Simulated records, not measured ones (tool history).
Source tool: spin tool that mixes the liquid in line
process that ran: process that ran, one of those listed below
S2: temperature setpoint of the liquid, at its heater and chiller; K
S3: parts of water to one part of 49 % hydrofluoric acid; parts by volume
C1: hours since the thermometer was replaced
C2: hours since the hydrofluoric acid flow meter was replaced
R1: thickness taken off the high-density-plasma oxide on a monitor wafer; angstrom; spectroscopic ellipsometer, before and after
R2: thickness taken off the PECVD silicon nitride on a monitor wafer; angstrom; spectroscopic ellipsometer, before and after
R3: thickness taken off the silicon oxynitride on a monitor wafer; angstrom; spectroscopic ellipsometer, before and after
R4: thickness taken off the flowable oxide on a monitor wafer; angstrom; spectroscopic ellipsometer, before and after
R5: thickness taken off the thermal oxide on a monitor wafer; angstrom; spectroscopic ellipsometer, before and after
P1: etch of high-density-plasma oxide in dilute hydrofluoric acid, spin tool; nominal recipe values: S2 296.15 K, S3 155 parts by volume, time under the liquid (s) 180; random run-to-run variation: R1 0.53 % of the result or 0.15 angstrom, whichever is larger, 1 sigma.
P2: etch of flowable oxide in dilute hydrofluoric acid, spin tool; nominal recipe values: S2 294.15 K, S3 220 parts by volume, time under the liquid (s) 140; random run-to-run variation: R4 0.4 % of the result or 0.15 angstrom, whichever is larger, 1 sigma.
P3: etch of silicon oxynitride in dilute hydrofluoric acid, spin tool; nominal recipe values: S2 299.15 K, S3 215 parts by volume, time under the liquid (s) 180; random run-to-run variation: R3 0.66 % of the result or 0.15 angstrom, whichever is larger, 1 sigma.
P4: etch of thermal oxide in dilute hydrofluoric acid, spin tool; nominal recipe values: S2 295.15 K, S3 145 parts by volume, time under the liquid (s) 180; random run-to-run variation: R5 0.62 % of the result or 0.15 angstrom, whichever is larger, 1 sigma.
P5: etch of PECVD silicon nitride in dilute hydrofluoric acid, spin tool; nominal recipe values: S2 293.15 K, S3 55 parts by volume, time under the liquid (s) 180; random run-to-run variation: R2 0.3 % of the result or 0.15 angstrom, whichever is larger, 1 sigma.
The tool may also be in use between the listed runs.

{"run": 1, "day": 0.233, "process that ran": "P1", "S2": 296.15, "S3": 155, "time under the liquid (s)": 180, "C1": 276.7, "C2": 668, "R1": 52.903}
{"run": 2, "day": 0.521, "process that ran": "P5", "S2": 293.15, "S3": 55, "time under the liquid (s)": 365, "C1": 283.6, "C2": 674.9, "R2": 277.59}
{"run": 3, "day": 0.808, "process that ran": "P1", "S2": 303.65, "S3": 155, "time under the liquid (s)": 180, "C1": 290.5, "C2": 681.8, "R1": 69.261}
{"run": 4, "day": 1.262, "process that ran": "P1", "S2": 296.15, "S3": 155, "time under the liquid (s)": 180, "C1": 301.4, "C2": 692.7, "R1": 52.561}
{"run": 5, "day": 1.621, "process that ran": "P3", "S2": 299.15, "S3": 120, "time under the liquid (s)": 180, "C1": 310, "C2": 701.3, "R3": 62.648}
{"run": 6, "day": 1.892, "process that ran": "P5", "S2": 293.15, "S3": 55, "time under the liquid (s)": 180, "C1": 316.5, "C2": 707.8, "R2": 137.23}
{"run": 7, "day": 2.129, "process that ran": "P3", "S2": 299.15, "S3": 215, "time under the liquid (s)": 335, "C1": 322.2, "C2": 713.5, "R3": 60.584}
{"run": 8, "day": 2.371, "process that ran": "P1", "S2": 290.15, "S3": 155, "time under the liquid (s)": 180, "C1": 328, "C2": 719.3, "R1": 41.617}
{"run": 9, "day": 2.779, "process that ran": "P1", "S2": 296.15, "S3": 80, "time under the liquid (s)": 180, "C1": 337.8, "C2": 729.1, "R1": 111.86}
{"run": 10, "day": 3.008, "process that ran": "P3", "S2": 305.65, "S3": 215, "time under the liquid (s)": 180, "C1": 343.3, "C2": 734.6, "R3": 42.338}
{"run": 11, "day": 3.392, "process that ran": "P1", "S2": 292.65, "S3": 45, "time under the liquid (s)": 180, "C1": 352.5, "C2": 743.8, "R1": 180.53}
{"run": 12, "day": 3.704, "process that ran": "P2", "S2": 290.65, "S3": 220, "time under the liquid (s)": 140, "C1": 360, "C2": 751.3, "R4": 161.74}
{"run": 13, "day": 4.1, "process that ran": "P2", "S2": 294.15, "S3": 345, "time under the liquid (s)": 140, "C1": 369.5, "C2": 760.8, "R4": 105.38}
{"run": 14, "day": 4.454, "process that ran": "P1", "S2": 296.15, "S3": 155, "time under the liquid (s)": 180, "C1": 378, "C2": 769.3, "R1": 52.403}
{"run": 15, "day": 4.804, "process that ran": "P1", "S2": 296.15, "S3": 220, "time under the liquid (s)": 180, "C1": 386.4, "C2": 777.7, "R1": 34.651}
{"run": 16, "day": 5.038, "process that ran": "P2", "S2": 294.15, "S3": 220, "time under the liquid (s)": 15, "C1": 392, "C2": 783.3, "R4": 19.663}
{"run": 17, "day": 5.288, "process that ran": "P1", "S2": 290.15, "S3": 55, "time under the liquid (s)": 180, "C1": 398, "C2": 789.3, "R1": 129.77}
{"day": 5.608, "done": "hydrofluoric acid flow meter replaced"}
{"run": 18, "day": 5.608, "process that ran": "P4", "S2": 295.15, "S3": 145, "time under the liquid (s)": 180, "C1": 405.7, "C2": 0, "R5": 52.44}
{"run": 19, "day": 5.925, "process that ran": "P3", "S2": 299.15, "S3": 215, "time under the liquid (s)": 180, "C1": 413.3, "C2": 7.6, "R3": 32.266}
{"run": 20, "day": 6.242, "process that ran": "P2", "S2": 294.15, "S3": 220, "time under the liquid (s)": 140, "C1": 420.9, "C2": 15.2, "R4": 185.82}
{"run": 21, "day": 6.492, "process that ran": "P4", "S2": 295.15, "S3": 145, "time under the liquid (s)": 180, "C1": 426.9, "C2": 21.2, "R5": 51.921}
{"run": 22, "day": 6.883, "process that ran": "P1", "S2": 296.15, "S3": 155, "time under the liquid (s)": 340, "C1": 436.3, "C2": 30.6, "R1": 98.287}
{"run": 23, "day": 7.2, "process that ran": "P1", "S2": 296.15, "S3": 155, "time under the liquid (s)": 85, "C1": 443.9, "C2": 38.2, "R1": 24.788}
{"run": 24, "day": 7.462, "process that ran": "P4", "S2": 295.15, "S3": 145, "time under the liquid (s)": 290, "C1": 450.2, "C2": 44.5, "R5": 82.627}
{"run": 25, "day": 7.838, "process that ran": "P1", "S2": 296.15, "S3": 275, "time under the liquid (s)": 265, "C1": 459.2, "C2": 53.5, "R1": 38.559}
{"run": 26, "day": 8.254, "process that ran": "P5", "S2": 293.15, "S3": 105, "time under the liquid (s)": 180, "C1": 469.2, "C2": 63.5, "R2": 72.875}
{"run": 27, "day": 8.629, "process that ran": "P1", "S2": 296.15, "S3": 155, "time under the liquid (s)": 180, "C1": 478.2, "C2": 72.5, "R1": 53.32}
{"run": 28, "day": 8.954, "process that ran": "P1", "S2": 296.15, "S3": 155, "time under the liquid (s)": 180, "C1": 486, "C2": 80.3, "R1": 53.012}
{"run": 29, "day": 9.308, "process that ran": "P4", "S2": 295.15, "S3": 85, "time under the liquid (s)": 180, "C1": 494.5, "C2": 88.8, "R5": 94.685}
{"run": 30, "day": 9.771, "process that ran": "P2", "S2": 294.15, "S3": 220, "time under the liquid (s)": 140, "C1": 505.6, "C2": 99.9, "R4": 184.64}
{"run": 31, "day": 10.196, "process that ran": "P5", "S2": 301.15, "S3": 55, "time under the liquid (s)": 180, "C1": 515.8, "C2": 110.1, "R2": 235.33}
{"run": 32, "day": 10.45, "process that ran": "P4", "S2": 290.15, "S3": 145, "time under the liquid (s)": 180, "C1": 521.9, "C2": 116.2, "R5": 42.309}
{"run": 33, "day": 10.838, "process that ran": "P1", "S2": 296.15, "S3": 155, "time under the liquid (s)": 180, "C1": 531.2, "C2": 125.5, "R1": 53.142}
{"run": 34, "day": 11.133, "process that ran": "P1", "S2": 296.15, "S3": 155, "time under the liquid (s)": 180, "C1": 538.3, "C2": 132.6, "R1": 51.63}
{"run": 35, "day": 11.504, "process that ran": "P1", "S2": 296.15, "S3": 155, "time under the liquid (s)": 180, "C1": 547.2, "C2": 141.5, "R1": 50.337}
{"run": 36, "day": 11.725, "process that ran": "P1", "S2": 296.15, "S3": 155, "time under the liquid (s)": 180, "C1": 552.5, "C2": 146.8, "R1": 49.295}
{"run": 37, "day": 11.938, "process that ran": "P1", "S2": 296.15, "S3": 155, "time under the liquid (s)": 180, "C1": 557.6, "C2": 151.9, "R1": 49.759}
{"run": 38, "day": 12.242, "process that ran": "P1", "S2": 296.15, "S3": 155, "time under the liquid (s)": 180, "C1": 564.9, "C2": 159.2, "R1": 48.665}
{"run": 39, "day": 12.462, "process that ran": "P1", "S2": 296.15, "S3": 155, "time under the liquid (s)": 180, "C1": 570.2, "C2": 164.5, "R1": 48.33}
{"run": 40, "day": 12.833, "process that ran": "P1", "S2": 296.15, "S3": 155, "time under the liquid (s)": 180, "C1": 579.1, "C2": 173.4, "R1": 49.166}
{"run": 41, "day": 13.292, "process that ran": "P1", "S2": 296.15, "S3": 155, "time under the liquid (s)": 180, "C1": 590.1, "C2": 184.4, "R1": 48.738}
{"run": 42, "day": 13.662, "process that ran": "P1", "S2": 296.15, "S3": 155, "time under the liquid (s)": 180, "C1": 599, "C2": 193.3, "R1": 48.424}

P1 no longer gives what it gave before; its output has crept away from where it was. The following 2 causes, each at its listed size, fit the log equally well:
A: hydrofluoric acid flow below the setpoint (%) = 6.6
B: liquid colder than its thermometer reads (K) = 2.07
At approximately day 10.838, the process output began to creep.

Question marks stand in for the results of the 4 check runs listed below, each run on one wafer. Under which run would the listed causes show clearly different results?
{"run": "check 1", "day": 14.033, "process that ran": "P3", "S2": 304.65, "S3": 125, "time under the liquid (s)": 180, "R3": "?"}
{"run": "check 2", "day": 14.033, "process that ran": "P2", "S2": 294.15, "S3": 340, "time under the liquid (s)": 15, "R4": "?"}
{"run": "check 3", "day": 14.033, "process that ran": "P5", "S2": 297.65, "S3": 55, "time under the liquid (s)": 180, "R2": "?"}
{"run": "check 4", "day": 14.033, "process that ran": "P4", "S2": 291.15, "S3": 145, "time under the liquid (s)": 240, "R5": "?"}

Expected result of each check under each candidate cause:
check=check_1 result=R3 if_A=70.541 if_B=69.601
check=check_2 result=R4 if_A=10.458 if_B=10.618
check=check_3 result=R2 if_A=174.23 if_B=162.01
check=check_4 result=R5 if_A=54.368 if_B=54.008
Smallest distance between any two causes, each pair judged by its most separating result, in per cent: check 1 1.34 %; check 2 1.53 %; check 3 7.27 %; check 4 0.66 %
The causes can be told apart only by check 3. The other checks would give nearly the same results under each of them.

Here is what check 3 returned: R2 174.18 angstrom. Which cause is it?

It was cause A: hydrofluoric acid flow below the setpoint (%).
